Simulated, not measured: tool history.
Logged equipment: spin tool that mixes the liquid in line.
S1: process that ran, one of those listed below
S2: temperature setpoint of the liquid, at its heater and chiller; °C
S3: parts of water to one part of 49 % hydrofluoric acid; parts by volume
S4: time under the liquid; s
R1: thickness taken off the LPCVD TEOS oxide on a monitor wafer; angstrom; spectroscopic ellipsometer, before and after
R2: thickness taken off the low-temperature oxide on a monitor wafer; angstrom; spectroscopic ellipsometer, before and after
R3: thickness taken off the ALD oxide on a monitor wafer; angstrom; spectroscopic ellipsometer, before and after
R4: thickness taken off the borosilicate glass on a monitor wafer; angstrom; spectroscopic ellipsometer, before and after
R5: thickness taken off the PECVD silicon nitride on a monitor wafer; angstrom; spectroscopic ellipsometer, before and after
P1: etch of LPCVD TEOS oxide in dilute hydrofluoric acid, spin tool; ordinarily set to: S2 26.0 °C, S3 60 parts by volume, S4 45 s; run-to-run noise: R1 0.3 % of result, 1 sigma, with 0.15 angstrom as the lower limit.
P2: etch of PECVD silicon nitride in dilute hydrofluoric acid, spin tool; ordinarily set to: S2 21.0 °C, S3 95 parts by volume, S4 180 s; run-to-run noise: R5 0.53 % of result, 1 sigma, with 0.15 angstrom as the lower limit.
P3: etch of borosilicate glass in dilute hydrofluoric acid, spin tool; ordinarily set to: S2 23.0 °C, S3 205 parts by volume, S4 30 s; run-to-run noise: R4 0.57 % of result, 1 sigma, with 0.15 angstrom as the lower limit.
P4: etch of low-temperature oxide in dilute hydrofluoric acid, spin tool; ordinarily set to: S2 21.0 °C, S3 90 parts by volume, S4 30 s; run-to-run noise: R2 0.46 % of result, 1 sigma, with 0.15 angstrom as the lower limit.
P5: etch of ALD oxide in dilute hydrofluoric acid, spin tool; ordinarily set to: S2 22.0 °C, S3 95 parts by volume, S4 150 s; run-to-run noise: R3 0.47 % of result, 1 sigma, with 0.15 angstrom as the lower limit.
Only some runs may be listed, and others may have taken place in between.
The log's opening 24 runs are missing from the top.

run 25 hour=127.8 | S1=P1 S2=26.0 S3=60 S4=45 | R1=175.880
run 26 hour=131.2 | S1=P4 S2=17.0 S3=90 S4=30 | R2=78.713
run 27 hour=138.3 | S1=P1 S2=30.0 S3=30 S4=45 | R1=429.620
run 28 hour=141.5 | S1=P1 S2=26.0 S3=60 S4=45 | R1=175.660
run 29 hour=146.9 | S1=P2 S2=21.0 S3=95 S4=180 | R5=61.7400
run 30 hour=150.9 | S1=P3 S2=30.5 S3=205 S4=30 | R4=85.229
run 31 hour=155.2 | S1=P2 S2=21.0 S3=95 S4=25 | R5=8.8079
run 32 hour=159.1 | S1=P5 S2=22.0 S3=30 S4=150 | R3=862.570
run 33 hour=163.8 | S1=P1 S2=26.0 S3=95 S4=45 | R1=106.140
run 34 hour=170.7 | S1=P1 S2=26.0 S3=60 S4=45 | R1=175.570
run 35 hour=176.2 | S1=P1 S2=26.0 S3=60 S4=45 | R1=180.630
run 36 hour=179.4 | S1=P1 S2=26.0 S3=60 S4=45 | R1=182.270
run 37 hour=185.8 | S1=P1 S2=26.0 S3=60 S4=45 | R1=186.690
run 38 hour=190.4 | S1=P1 S2=26.0 S3=60 S4=45 | R1=187.030
run 39 hour=195.4 | S1=P1 S2=26.0 S3=60 S4=45 | R1=188.260

What does the tool deliver on the next run?
run 40 hour=200.2 | S1=P1 S2=26.0 S3=60 S4=45 | R1=?

Run 40 produced R1 188.310 angstrom.
